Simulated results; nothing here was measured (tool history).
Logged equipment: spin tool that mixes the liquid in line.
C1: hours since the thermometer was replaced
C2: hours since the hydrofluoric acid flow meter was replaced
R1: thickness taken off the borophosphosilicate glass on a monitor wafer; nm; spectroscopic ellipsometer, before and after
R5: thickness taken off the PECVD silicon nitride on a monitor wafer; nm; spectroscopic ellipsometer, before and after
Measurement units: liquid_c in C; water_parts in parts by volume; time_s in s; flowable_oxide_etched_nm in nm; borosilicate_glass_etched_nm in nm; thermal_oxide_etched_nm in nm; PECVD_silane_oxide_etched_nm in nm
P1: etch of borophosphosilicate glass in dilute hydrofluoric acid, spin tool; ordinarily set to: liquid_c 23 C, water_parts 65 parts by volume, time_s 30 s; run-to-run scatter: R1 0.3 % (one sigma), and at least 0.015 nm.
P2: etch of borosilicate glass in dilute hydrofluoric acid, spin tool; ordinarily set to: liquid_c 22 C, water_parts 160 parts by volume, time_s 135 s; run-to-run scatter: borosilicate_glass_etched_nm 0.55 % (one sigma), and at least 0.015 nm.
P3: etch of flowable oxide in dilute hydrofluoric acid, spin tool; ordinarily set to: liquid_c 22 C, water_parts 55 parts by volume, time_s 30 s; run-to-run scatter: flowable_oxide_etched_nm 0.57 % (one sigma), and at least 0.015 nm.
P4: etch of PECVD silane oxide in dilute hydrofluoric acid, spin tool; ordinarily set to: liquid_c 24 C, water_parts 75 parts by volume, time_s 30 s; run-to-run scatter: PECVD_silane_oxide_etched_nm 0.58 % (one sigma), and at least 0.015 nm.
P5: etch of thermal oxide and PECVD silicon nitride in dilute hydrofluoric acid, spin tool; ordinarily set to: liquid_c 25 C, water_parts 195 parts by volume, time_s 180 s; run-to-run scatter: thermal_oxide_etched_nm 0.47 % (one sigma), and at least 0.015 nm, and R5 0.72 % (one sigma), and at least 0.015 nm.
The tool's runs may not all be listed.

{"run": 1, "hour": 7.4, "process": "P1", "liquid_c": 23, "water_parts": 65, "time_s": 30, "C1": 377.5, "C2": 222, "R1": 18.414}
{"run": 2, "hour": 15.3, "process": "P3", "liquid_c": 26, "water_parts": 55, "time_s": 30, "C1": 385.4, "C2": 229.9, "flowable_oxide_etched_nm": 27.387}
{"run": 3, "hour": 22.2, "process": "P1", "liquid_c": 23, "water_parts": 65, "time_s": 30, "C1": 392.3, "C2": 236.8, "R1": 18.471}
{"run": 4, "hour": 28.2, "process": "P2", "liquid_c": 22, "water_parts": 230, "time_s": 135, "C1": 398.3, "C2": 242.8, "borosilicate_glass_etched_nm": 14.565}
{"run": 5, "hour": 38.4, "process": "P1", "liquid_c": 17.5, "water_parts": 65, "time_s": 30, "C1": 408.5, "C2": 253, "R1": 14.642}
{"run": 6, "hour": 50.7, "process": "P1", "liquid_c": 23, "water_parts": 65, "time_s": 30, "C1": 420.8, "C2": 265.3, "R1": 18.357}
{"run": 7, "hour": 60.6, "process": "P1", "liquid_c": 23, "water_parts": 65, "time_s": 30, "C1": 430.7, "C2": 275.2, "R1": 18.454}
{"run": 8, "hour": 66.9, "process": "P5", "liquid_c": 25, "water_parts": 30, "time_s": 180, "C1": 437, "C2": 281.5, "thermal_oxide_etched_nm": 35.618, "R5": 22.405}
{"run": 9, "hour": 76.3, "process": "P4", "liquid_c": 24, "water_parts": 75, "time_s": 30, "C1": 446.4, "C2": 290.9, "PECVD_silane_oxide_etched_nm": 8.8751}
{"run": 10, "hour": 82.1, "process": "P3", "liquid_c": 22, "water_parts": 55, "time_s": 30, "C1": 452.2, "C2": 296.7, "flowable_oxide_etched_nm": 23.486}
{"run": 11, "hour": 88.9, "process": "P2", "liquid_c": 17, "water_parts": 160, "time_s": 135, "C1": 459, "C2": 303.5, "borosilicate_glass_etched_nm": 18.668}
{"run": 12, "hour": 99.6, "process": "P1", "liquid_c": 23, "water_parts": 65, "time_s": 55, "C1": 469.7, "C2": 314.2, "R1": 33.902}
{"run": 13, "hour": 106.1, "process": "P1", "liquid_c": 17, "water_parts": 65, "time_s": 15, "C1": 476.2, "C2": 320.7, "R1": 7.1395}
{"run": 14, "hour": 116.3, "process": "P3", "liquid_c": 22, "water_parts": 55, "time_s": 60, "C1": 486.4, "C2": 330.9, "flowable_oxide_etched_nm": 46.433}
{"run": 15, "hour": 126.0, "process": "P1", "liquid_c": 23, "water_parts": 30, "time_s": 30, "C1": 496.1, "C2": 340.6, "R1": 41.78}
{"run": 16, "hour": 136.9, "process": "P1", "liquid_c": 23, "water_parts": 65, "time_s": 15, "C1": 507, "C2": 351.5, "R1": 9.2192}
{"run": 17, "hour": 143.6, "process": "P1", "liquid_c": 23, "water_parts": 95, "time_s": 30, "C1": 513.7, "C2": 358.2, "R1": 12.07}
{"run": 18, "hour": 151.1, "process": "P4", "liquid_c": 24, "water_parts": 25, "time_s": 30, "C1": 521.2, "C2": 365.7, "PECVD_silane_oxide_etched_nm": 28.563}
{"run": 19, "hour": 156.6, "process": "P3", "liquid_c": 22, "water_parts": 20, "time_s": 30, "C1": 526.7, "C2": 371.2, "flowable_oxide_etched_nm": 66.821}
{"run": 20, "hour": 167.3, "process": "P5", "liquid_c": 25, "water_parts": 195, "time_s": 15, "C1": 537.4, "C2": 381.9, "thermal_oxide_etched_nm": 0.36944, "R5": 0.2979}
{"run": 21, "hour": 175.2, "process": "P1", "liquid_c": 23, "water_parts": 65, "time_s": 30, "C1": 545.3, "C2": 389.8, "R1": 18.441}
{"run": 22, "hour": 181.3, "process": "P4", "liquid_c": 17, "water_parts": 75, "time_s": 30, "C1": 551.4, "C2": 395.9, "PECVD_silane_oxide_etched_nm": 6.6268}
{"run": 23, "hour": 187.4, "process": "P2", "liquid_c": 22, "water_parts": 160, "time_s": 255, "C1": 557.5, "C2": 402, "borosilicate_glass_etched_nm": 42.876}
{"run": 24, "hour": 199.5, "process": "P4", "liquid_c": 24, "water_parts": 75, "time_s": 30, "C1": 569.6, "C2": 414.1, "PECVD_silane_oxide_etched_nm": 8.8921}
{"run": 25, "hour": 210.5, "process": "P5", "liquid_c": 30, "water_parts": 195, "time_s": 180, "C1": 580.6, "C2": 425.1, "thermal_oxide_etched_nm": 5.3516, "R5": 4.8048}
{"run": 26, "hour": 221.3, "process": "P4", "liquid_c": 24, "water_parts": 75, "time_s": 15, "C1": 591.4, "C2": 435.9, "PECVD_silane_oxide_etched_nm": 4.4157}
{"run": 27, "hour": 228.1, "process": "P3", "liquid_c": 22, "water_parts": 55, "time_s": 30, "C1": 598.2, "C2": 442.7, "flowable_oxide_etched_nm": 23.576}
{"run": 28, "hour": 238.2, "process": "P5", "liquid_c": 25, "water_parts": 195, "time_s": 180, "C1": 608.3, "C2": 452.8, "thermal_oxide_etched_nm": 4.4486, "R5": 3.5032}
{"run": 29, "hour": 248.2, "process": "P5", "liquid_c": 25, "water_parts": 195, "time_s": 180, "C1": 618.3, "C2": 462.8, "thermal_oxide_etched_nm": 4.4935, "R5": 3.5348}
{"run": 30, "hour": 259.7, "process": "P2", "liquid_c": 22, "water_parts": 160, "time_s": 135, "C1": 629.8, "C2": 474.3, "borosilicate_glass_etched_nm": 22.732}
{"run": 31, "hour": 270.9, "process": "P1", "liquid_c": 31, "water_parts": 65, "time_s": 30, "C1": 641, "C2": 485.5, "R1": 25.276}
{"run": 32, "hour": 279.2, "process": "P2", "liquid_c": 22, "water_parts": 160, "time_s": 135, "C1": 649.3, "C2": 493.8, "borosilicate_glass_etched_nm": 22.599}
{"run": 33, "hour": 291.2, "process": "P1", "liquid_c": 23, "water_parts": 65, "time_s": 30, "C1": 661.3, "C2": 505.8, "R1": 18.489}
{"run": 34, "hour": 302.6, "process": "P1", "liquid_c": 23, "water_parts": 65, "time_s": 30, "C1": 672.7, "C2": 517.2, "R1": 17.876}
{"run": 35, "hour": 313.8, "process": "P1", "liquid_c": 23, "water_parts": 65, "time_s": 30, "C1": 683.9, "C2": 528.4, "R1": 17.548}
{"run": 36, "hour": 323.0, "process": "P1", "liquid_c": 23, "water_parts": 65, "time_s": 30, "C1": 693.1, "C2": 537.6, "R1": 17.489}
{"run": 37, "hour": 334.9, "process": "P1", "liquid_c": 23, "water_parts": 65, "time_s": 30, "C1": 705, "C2": 549.5, "R1": 17.42}
{"run": 38, "hour": 346.3, "process": "P1", "liquid_c": 23, "water_parts": 65, "time_s": 30, "C1": 716.4, "C2": 560.9, "R1": 17.442}
{"run": 39, "hour": 353.4, "process": "P1", "liquid_c": 23, "water_parts": 65, "time_s": 30, "C1": 723.5, "C2": 568, "R1": 17.344}
{"run": 40, "hour": 359.6, "process": "P1", "liquid_c": 23, "water_parts": 65, "time_s": 30, "C1": 729.7, "C2": 574.2, "R1": 17.483}

What P1 gives has crept away from where it was. These 2 causes fit the log equally well, each at the size given:
A: liquid colder than its thermometer reads (K) = 1.44
B: hydrofluoric acid flow below the setpoint (%) = 5.31
At approximately hour 291.2, the process output began to creep.

You are offered 4 check runs, listed below with question marks in place of their results; each one averages 2 wafers. Which run separates the listed causes by giving clearly different results for each?
{"run": "check 1", "hour": 365.8, "process": "P4", "liquid_c": 18, "water_parts": 25, "time_s": 30, "PECVD_silane_oxide_etched_nm": "?"}
{"run": "check 2", "hour": 365.8, "process": "P5", "liquid_c": 25, "water_parts": 55, "time_s": 115, "thermal_oxide_etched_nm": "?", "R5": "?"}
{"run": "check 3", "hour": 365.8, "process": "P2", "liquid_c": 22, "water_parts": 160, "time_s": 225, "borosilicate_glass_etched_nm": "?"}
{"run": "check 4", "hour": 365.8, "process": "P3", "liquid_c": 26, "water_parts": 55, "time_s": 55, "flowable_oxide_etched_nm": "?"}

What each check would give under each cause:
check=check_1 result=PECVD_silane_oxide_etched_nm if_A=20.691 if_B=20.847
check=check_2 result=thermal_oxide_etched_nm if_A=11.297 if_B=11.3
check=check_2 result=R5 if_A=7.1803 if_B=7.4968
check=check_3 result=borosilicate_glass_etched_nm if_A=35.852 if_B=35.568
check=check_4 result=flowable_oxide_etched_nm if_A=47.486 if_B=47.471
Per-check spread between the two closest causes, in the result where they differ most: check 1 0.75 %; check 2 4.31 %; check 3 0.79 %; check 4 0.03 %
The causes can be told apart only by check 2. The other checks would give nearly the same results under each of them.

The results of check 2 are: thermal_oxide_etched_nm 11.294 nm; R5 7.2177 nm. Based on these, which of the listed causes is it?

A is the cause: liquid colder than its thermometer reads (K).
